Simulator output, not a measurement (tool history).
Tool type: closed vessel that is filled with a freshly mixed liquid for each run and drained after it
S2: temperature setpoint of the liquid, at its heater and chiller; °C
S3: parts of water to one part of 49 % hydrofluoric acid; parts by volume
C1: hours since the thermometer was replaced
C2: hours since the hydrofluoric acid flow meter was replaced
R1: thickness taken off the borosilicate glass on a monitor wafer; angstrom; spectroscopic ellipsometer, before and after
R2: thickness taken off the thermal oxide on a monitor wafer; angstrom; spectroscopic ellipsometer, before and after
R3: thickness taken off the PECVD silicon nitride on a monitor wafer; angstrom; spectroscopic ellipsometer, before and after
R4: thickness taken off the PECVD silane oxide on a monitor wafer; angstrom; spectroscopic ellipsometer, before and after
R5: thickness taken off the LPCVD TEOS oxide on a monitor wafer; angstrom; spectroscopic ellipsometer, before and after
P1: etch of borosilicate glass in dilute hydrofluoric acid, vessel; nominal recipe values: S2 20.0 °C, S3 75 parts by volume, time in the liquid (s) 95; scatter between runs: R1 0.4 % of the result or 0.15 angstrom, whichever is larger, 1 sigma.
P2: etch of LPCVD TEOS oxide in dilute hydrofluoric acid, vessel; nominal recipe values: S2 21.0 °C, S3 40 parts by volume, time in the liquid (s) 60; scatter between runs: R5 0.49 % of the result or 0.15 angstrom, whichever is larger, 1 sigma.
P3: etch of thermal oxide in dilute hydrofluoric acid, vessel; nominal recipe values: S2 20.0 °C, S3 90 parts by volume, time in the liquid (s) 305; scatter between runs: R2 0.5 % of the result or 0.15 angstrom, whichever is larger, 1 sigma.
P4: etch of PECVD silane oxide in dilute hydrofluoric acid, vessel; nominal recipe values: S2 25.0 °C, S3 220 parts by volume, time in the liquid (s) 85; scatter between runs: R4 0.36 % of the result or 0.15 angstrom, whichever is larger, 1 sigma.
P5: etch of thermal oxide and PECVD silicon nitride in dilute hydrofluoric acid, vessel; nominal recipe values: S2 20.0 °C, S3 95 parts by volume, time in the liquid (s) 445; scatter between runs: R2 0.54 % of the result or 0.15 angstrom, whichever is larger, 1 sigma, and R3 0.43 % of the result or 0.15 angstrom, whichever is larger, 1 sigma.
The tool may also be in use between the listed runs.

Run 1, hour 8.1: process that ran P1, S2 20.0 °C, S3 75 parts by volume, time in the liquid (s) 95; C1 1283.5; C2 861.4. Result: R1 244.60 angstrom.
Run 2, hour 18.1: process that ran P1, S2 27.0 °C, S3 75 parts by volume, time in the liquid (s) 95; C1 1293.5; C2 871.4. Result: R1 323.62 angstrom.
Run 3, hour 24.0: process that ran P5, S2 20.0 °C, S3 95 parts by volume, time in the liquid (s) 445; C1 1299.4; C2 877.3. Result: R2 198.260 angstrom, R3 63.6300 angstrom.
Run 4, hour 31.1: process that ran P3, S2 20.0 °C, S3 90 parts by volume, time in the liquid (s) 305; C1 1306.5; C2 884.4. Result: R2 138.210 angstrom.
Run 5, hour 38.2: process that ran P4, S2 25.0 °C, S3 55 parts by volume, time in the liquid (s) 85; C1 1313.6; C2 891.5. Result: R4 642.420 angstrom.
Run 6, hour 46.4: process that ran P5, S2 20.0 °C, S3 95 parts by volume, time in the liquid (s) 45; C1 1321.8; C2 899.7. Result: R2 20.136 angstrom, R3 6.4075 angstrom.
Run 7, hour 53.7: process that ran P2, S2 21.0 °C, S3 40 parts by volume, time in the liquid (s) 110; C1 1329.1; C2 907.0. Result: R5 940.54 angstrom.
Run 8, hour 66.0: process that ran P1, S2 20.0 °C, S3 75 parts by volume, time in the liquid (s) 95; C1 1341.4; C2 919.3. Result: R1 244.64 angstrom.
Run 9, hour 78.8: process that ran P1, S2 20.0 °C, S3 75 parts by volume, time in the liquid (s) 185; C1 1354.2; C2 932.1. Result: R1 477.04 angstrom.
Run 10, hour 89.9: process that ran P2, S2 17.0 °C, S3 40 parts by volume, time in the liquid (s) 60; C1 1365.3; C2 943.2. Result: R5 430.79 angstrom.
Run 11, hour 98.0: process that ran P2, S2 21.0 °C, S3 40 parts by volume, time in the liquid (s) 60; C1 1373.4; C2 951.3. Result: R5 509.99 angstrom.
Run 12, hour 106.7: process that ran P4, S2 25.0 °C, S3 220 parts by volume, time in the liquid (s) 40; C1 1382.1; C2 960.0. Result: R4 61.632 angstrom.
Run 13, hour 117.2: process that ran P4, S2 33.5 °C, S3 220 parts by volume, time in the liquid (s) 85; C1 1392.6; C2 970.5. Result: R4 176.080 angstrom.
Run 14, hour 123.7: process that ran P1, S2 17.0 °C, S3 75 parts by volume, time in the liquid (s) 95; C1 1399.1; C2 977.0. Result: R1 216.09 angstrom.
Run 15, hour 129.9: process that ran P3, S2 20.0 °C, S3 90 parts by volume, time in the liquid (s) 30; C1 1405.3; C2 983.2. Result: R2 13.398 angstrom.
Run 16, hour 136.9: process that ran P1, S2 20.0 °C, S3 75 parts by volume, time in the liquid (s) 95; C1 1412.3; C2 990.2. Result: R1 245.59 angstrom.
Run 17, hour 146.0: process that ran P1, S2 17.0 °C, S3 20 parts by volume, time in the liquid (s) 95; C1 1421.4; C2 999.3. Result: R1 857.24 angstrom.
Run 18, hour 155.5: process that ran P1, S2 20.0 °C, S3 75 parts by volume, time in the liquid (s) 45; C1 1430.9; C2 1008.8. Result: R1 115.87 angstrom.
Run 19, hour 164.7: process that ran P1, S2 20.0 °C, S3 75 parts by volume, time in the liquid (s) 95; C1 1440.1; C2 1018.0. Result: R1 245.48 angstrom.
Run 20, hour 170.3: process that ran P5, S2 20.0 °C, S3 95 parts by volume, time in the liquid (s) 445; C1 1445.7; C2 1023.6. Result: R2 196.780 angstrom, R3 63.1310 angstrom.
Run 21, hour 181.2: process that ran P5, S2 27.5 °C, S3 95 parts by volume, time in the liquid (s) 445; C1 1456.6; C2 1034.5. Result: R2 263.610 angstrom, R3 104.0400 angstrom.
Run 22, hour 191.9: process that ran P3, S2 20.0 °C, S3 90 parts by volume, time in the liquid (s) 305; C1 1467.3; C2 1045.2. Result: R2 137.520 angstrom.
At hour 198.7: thermometer replaced.
Run 23, hour 204.0: process that ran P2, S2 21.0 °C, S3 40 parts by volume, time in the liquid (s) 60; C1 5.3; C2 1057.3. Result: R5 514.02 angstrom.
Run 24, hour 216.3: process that ran P3, S2 20.0 °C, S3 45 parts by volume, time in the liquid (s) 305; C1 17.6; C2 1069.6. Result: R2 292.480 angstrom.
Run 25, hour 222.9: process that ran P4, S2 25.0 °C, S3 220 parts by volume, time in the liquid (s) 85; C1 24.2; C2 1076.2. Result: R4 131.610 angstrom.
Run 26, hour 233.3: process that ran P5, S2 20.0 °C, S3 30 parts by volume, time in the liquid (s) 445; C1 34.6; C2 1086.6. Result: R2 679.660 angstrom, R3 194.2800 angstrom.
Run 27, hour 240.3: process that ran P3, S2 17.0 °C, S3 90 parts by volume, time in the liquid (s) 305; C1 41.6; C2 1093.6. Result: R2 121.680 angstrom.
Run 28, hour 252.9: process that ran P1, S2 20.0 °C, S3 20 parts by volume, time in the liquid (s) 95; C1 54.2; C2 1106.2. Result: R1 985.52 angstrom.
Run 29, hour 261.4: process that ran P1, S2 20.0 °C, S3 75 parts by volume, time in the liquid (s) 95; C1 62.7; C2 1114.7. Result: R1 245.40 angstrom.
Run 30, hour 270.0: process that ran P2, S2 21.0 °C, S3 65 parts by volume, time in the liquid (s) 60; C1 71.3; C2 1123.3. Result: R5 303.05 angstrom.
Run 31, hour 281.5: process that ran P1, S2 20.0 °C, S3 130 parts by volume, time in the liquid (s) 95; C1 82.8; C2 1134.8. Result: R1 133.16 angstrom.
Run 32, hour 294.0: process that ran P1, S2 20.0 °C, S3 75 parts by volume, time in the liquid (s) 95; C1 95.3; C2 1147.3. Result: R1 244.47 angstrom.
Run 33, hour 300.3: process that ran P1, S2 20.0 °C, S3 75 parts by volume, time in the liquid (s) 95; C1 101.6; C2 1153.6. Result: R1 253.51 angstrom.
Run 34, hour 306.5: process that ran P1, S2 20.0 °C, S3 75 parts by volume, time in the liquid (s) 95; C1 107.8; C2 1159.8. Result: R1 254.86 angstrom.
Run 35, hour 312.2: process that ran P1, S2 20.0 °C, S3 75 parts by volume, time in the liquid (s) 95; C1 113.5; C2 1165.5. Result: R1 259.59 angstrom.
Run 36, hour 318.2: process that ran P1, S2 20.0 °C, S3 75 parts by volume, time in the liquid (s) 95; C1 119.5; C2 1171.5. Result: R1 259.63 angstrom.
Run 37, hour 324.3: process that ran P1, S2 20.0 °C, S3 75 parts by volume, time in the liquid (s) 95; C1 125.6; C2 1177.6. Result: R1 261.04 angstrom.
Run 38, hour 336.8: process that ran P1, S2 20.0 °C, S3 75 parts by volume, time in the liquid (s) 95; C1 138.1; C2 1190.1. Result: R1 259.71 angstrom.

Something has made what P1 gives creep away from where it was; the 2 causes below, each at its own stated size, fit the log equally well:
A: hydrofluoric acid flow above the setpoint (%) = 6
B: liquid hotter than its thermometer reads (K) = 1.53
The process output started creeping at around hour 294.0.

Listed below are the offered check runs, one wafer per run, with question marks in place of results. For which of them would the causes give clearly different outcomes?
Run check 1, hour 349.3: process that ran P4, S2 25.0 °C, S3 85 parts by volume, time in the liquid (s) 85. Result: R4 ?.
Run check 2, hour 349.3: process that ran P2, S2 21.0 °C, S3 60 parts by volume, time in the liquid (s) 110. Result: R5 ?.
Run check 3, hour 349.3: process that ran P3, S2 17.0 °C, S3 90 parts by volume, time in the liquid (s) 30. Result: R2 ?.
Run check 4, hour 349.3: process that ran P5, S2 20.0 °C, S3 95 parts by volume, time in the liquid (s) 215. Result: R2 ?, R3 ?.

If the cause were each of the candidates in turn, the checks would give the following:
  check  result     if A     if B
check 1      R4  424.840  423.090
check 2      R5   647.48   648.22
check 3      R2   12.793   12.804
check 4      R2  101.990  101.810
check 4      R3  32.3600  33.9110
Gap, in per cent, between the two causes that each check separates least, read from the result that separates them most: check 1 0.41 %; check 2 0.11 %; check 3 0.09 %; check 4 4.68 %
Check 4 tells the causes apart: in the others they would give nearly the same result.

Then check 4 was run and gave: R2 101.720 angstrom; R3 32.4760 angstrom. Which cause is it?

The correct cause is A, namely: hydrofluoric acid flow above the setpoint (%).
